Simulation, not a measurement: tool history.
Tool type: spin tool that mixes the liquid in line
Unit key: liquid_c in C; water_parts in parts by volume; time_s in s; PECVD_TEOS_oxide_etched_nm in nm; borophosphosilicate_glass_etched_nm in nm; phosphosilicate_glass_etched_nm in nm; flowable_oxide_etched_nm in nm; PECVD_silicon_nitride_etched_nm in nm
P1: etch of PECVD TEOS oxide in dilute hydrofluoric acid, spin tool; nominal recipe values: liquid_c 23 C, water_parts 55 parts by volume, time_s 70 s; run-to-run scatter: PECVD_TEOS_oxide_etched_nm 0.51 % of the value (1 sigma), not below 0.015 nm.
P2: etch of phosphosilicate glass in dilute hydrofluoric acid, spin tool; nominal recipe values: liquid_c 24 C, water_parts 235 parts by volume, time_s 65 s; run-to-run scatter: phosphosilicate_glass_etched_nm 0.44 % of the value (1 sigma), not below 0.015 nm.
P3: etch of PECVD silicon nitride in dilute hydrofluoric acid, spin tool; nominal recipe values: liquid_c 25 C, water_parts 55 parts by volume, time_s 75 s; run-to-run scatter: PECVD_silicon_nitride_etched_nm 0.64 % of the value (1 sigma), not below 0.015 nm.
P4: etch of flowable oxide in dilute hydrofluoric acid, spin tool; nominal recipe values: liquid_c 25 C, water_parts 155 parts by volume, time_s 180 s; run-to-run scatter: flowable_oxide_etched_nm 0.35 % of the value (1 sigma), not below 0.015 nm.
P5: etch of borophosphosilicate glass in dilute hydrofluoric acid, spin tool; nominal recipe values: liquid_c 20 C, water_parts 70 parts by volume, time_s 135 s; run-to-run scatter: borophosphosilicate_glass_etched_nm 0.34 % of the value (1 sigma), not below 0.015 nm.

run,day,process,liquid_c,water_parts,time_s,hours since the thermometer was replaced,hours since the hydrofluoric acid flow meter was replaced,PECVD_TEOS_oxide_etched_nm,borophosphosilicate_glass_etched_nm,phosphosilicate_glass_etched_nm,flowable_oxide_etched_nm,PECVD_silicon_nitride_etched_nm
1,0.2,P1,23,55,70,1053.8,358.7,11.157,,,,
2,0.421,P1,23,55,70,1059.1,364,11.104,,,,
3,0.638,P5,20,70,135,1064.3,369.2,,50.53,,,
4,0.9,P2,24,235,65,1070.6,375.5,,,33.492,,
5,1.1,P1,23,90,70,1075.4,380.3,6.5029,,,,
6,1.496,P4,25,25,180,1084.9,389.8,,,,214.72,
7,1.788,P1,23,20,70,1091.9,396.8,32.142,,,,
8,2.125,P5,20,70,235,1100,404.9,,87.947,,,
9,2.421,P1,23,20,100,1107.1,412,45.862,,,,
10,2.796,P3,17.5,55,75,1116.1,421,,,,,2.8125
11,3.008,P1,23,55,70,1121.2,426.1,11.103,,,,
12,3.358,P3,25,55,75,1129.6,434.5,,,,,4.7406
13,3.633,P4,25,155,180,1136.2,441.1,,,,29.215,
14,3.938,P5,20,70,135,1143.5,448.4,,51.058,,,
15,4.133,P1,29,55,70,1148.2,453.1,14.14,,,,
16,4.396,P2,24,70,65,1154.5,459.4,,,134.27,,
17,4.658,P3,25,20,75,1160.8,465.7,,,,,12.611
18,5.05,P1,17.5,55,70,1170.2,475.1,8.8546,,,,
19,5.358,P1,23,55,70,1177.6,482.5,11.177,,,,
20,5.696,P1,23,55,30,1185.7,490.6,4.7248,,,,
21,5.988,P4,25,155,85,1192.7,497.6,,,,13.821,
22,6.271,P5,20,115,135,1199.5,504.4,,29.504,,,
23,6.6,P2,19,235,65,1207.4,512.3,,,27.489,,
24,6.829,P5,17,70,135,1212.9,517.8,,44.489,,,
25,7.108,P1,23,55,130,1219.6,524.5,20.635,,,,

What does the tool deliver on the next run?
26,7.525,P4,25,155,180,1229.6,534.5,,,,?,

{"run 26": {"flowable_oxide_etched_nm": 29.248}}

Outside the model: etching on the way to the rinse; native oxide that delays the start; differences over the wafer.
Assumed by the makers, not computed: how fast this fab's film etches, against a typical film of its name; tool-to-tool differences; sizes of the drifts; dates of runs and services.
